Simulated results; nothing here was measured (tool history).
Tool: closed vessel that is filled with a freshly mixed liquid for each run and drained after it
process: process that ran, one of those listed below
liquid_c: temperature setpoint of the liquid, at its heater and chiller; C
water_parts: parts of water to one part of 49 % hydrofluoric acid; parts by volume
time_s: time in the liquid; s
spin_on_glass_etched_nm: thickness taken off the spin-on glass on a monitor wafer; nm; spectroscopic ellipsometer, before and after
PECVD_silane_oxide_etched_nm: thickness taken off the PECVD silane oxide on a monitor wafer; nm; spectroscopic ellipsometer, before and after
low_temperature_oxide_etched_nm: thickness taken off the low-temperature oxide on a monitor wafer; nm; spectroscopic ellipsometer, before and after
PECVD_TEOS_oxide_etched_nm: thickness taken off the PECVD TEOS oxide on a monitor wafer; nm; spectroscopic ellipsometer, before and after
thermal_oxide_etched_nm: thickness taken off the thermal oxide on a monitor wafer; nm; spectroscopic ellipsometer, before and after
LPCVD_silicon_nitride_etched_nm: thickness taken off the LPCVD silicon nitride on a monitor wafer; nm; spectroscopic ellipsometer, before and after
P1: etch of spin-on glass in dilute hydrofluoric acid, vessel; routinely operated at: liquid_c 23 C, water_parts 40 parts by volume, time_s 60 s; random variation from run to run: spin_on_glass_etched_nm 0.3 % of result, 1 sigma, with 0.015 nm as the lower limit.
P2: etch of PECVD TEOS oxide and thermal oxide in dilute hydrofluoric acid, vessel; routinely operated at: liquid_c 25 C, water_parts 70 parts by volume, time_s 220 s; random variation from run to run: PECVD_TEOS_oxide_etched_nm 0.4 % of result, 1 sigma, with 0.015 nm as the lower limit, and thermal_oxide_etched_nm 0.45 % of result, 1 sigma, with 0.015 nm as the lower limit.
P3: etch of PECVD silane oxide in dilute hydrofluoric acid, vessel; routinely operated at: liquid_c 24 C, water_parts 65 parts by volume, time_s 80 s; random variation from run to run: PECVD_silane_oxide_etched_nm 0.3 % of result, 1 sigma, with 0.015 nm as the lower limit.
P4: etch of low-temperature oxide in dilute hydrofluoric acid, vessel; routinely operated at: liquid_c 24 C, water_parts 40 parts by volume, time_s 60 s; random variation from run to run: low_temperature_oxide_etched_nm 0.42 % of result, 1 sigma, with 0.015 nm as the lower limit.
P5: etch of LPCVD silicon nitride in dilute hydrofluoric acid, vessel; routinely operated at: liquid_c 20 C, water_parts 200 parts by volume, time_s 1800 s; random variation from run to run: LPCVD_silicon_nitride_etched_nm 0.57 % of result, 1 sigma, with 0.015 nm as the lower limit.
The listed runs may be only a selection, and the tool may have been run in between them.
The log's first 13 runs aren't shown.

run	hour	process	liquid_c	water_parts	time_s	spin_on_glass_etched_nm	PECVD_silane_oxide_etched_nm	low_temperature_oxide_etched_nm	PECVD_TEOS_oxide_etched_nm	thermal_oxide_etched_nm	LPCVD_silicon_nitride_etched_nm
14	175.2	P2	25	35	220				123.770	33.7710	
15	185.8	P2	25	70	95				25.552	6.9752	
16	193.1	P1	23	40	95	90.473					
17	202.9	P1	23	40	60	57.010					
18	214.1	P1	23	40	60	56.720					
19	224.7	P3	24	65	30		15.209				
20	234.6	P1	17	40	60	44.029					
21	243.4	P5	17	200	1800						2.93870
22	258.4	P1	28	40	60	69.702					
23	266.6	P1	17	40	85	62.085					
24	275.4	P1	29	65	60	43.007					
25	285.2	P1	23	40	60	56.786					
26	295.2	P4	17	40	60			16.581			
27	304.0	P4	24	40	60			22.423			
28	317.5	P2	25	70	220				58.969	16.2280	
29	327.5	P5	20	310	1800						2.39890
30	335.8	P3	17	65	80		30.408				
31	348.0	P1	23	40	60	56.887					
32	363.4	P2	25	70	220				58.668	16.3050	
33	379.3	P1	23	40	60	56.728					

Run 34 is up next; what results do you expect?
34	387.3	P1	23	40	60	?					

Run 34 yielded spin_on_glass_etched_nm 55.189 nm.
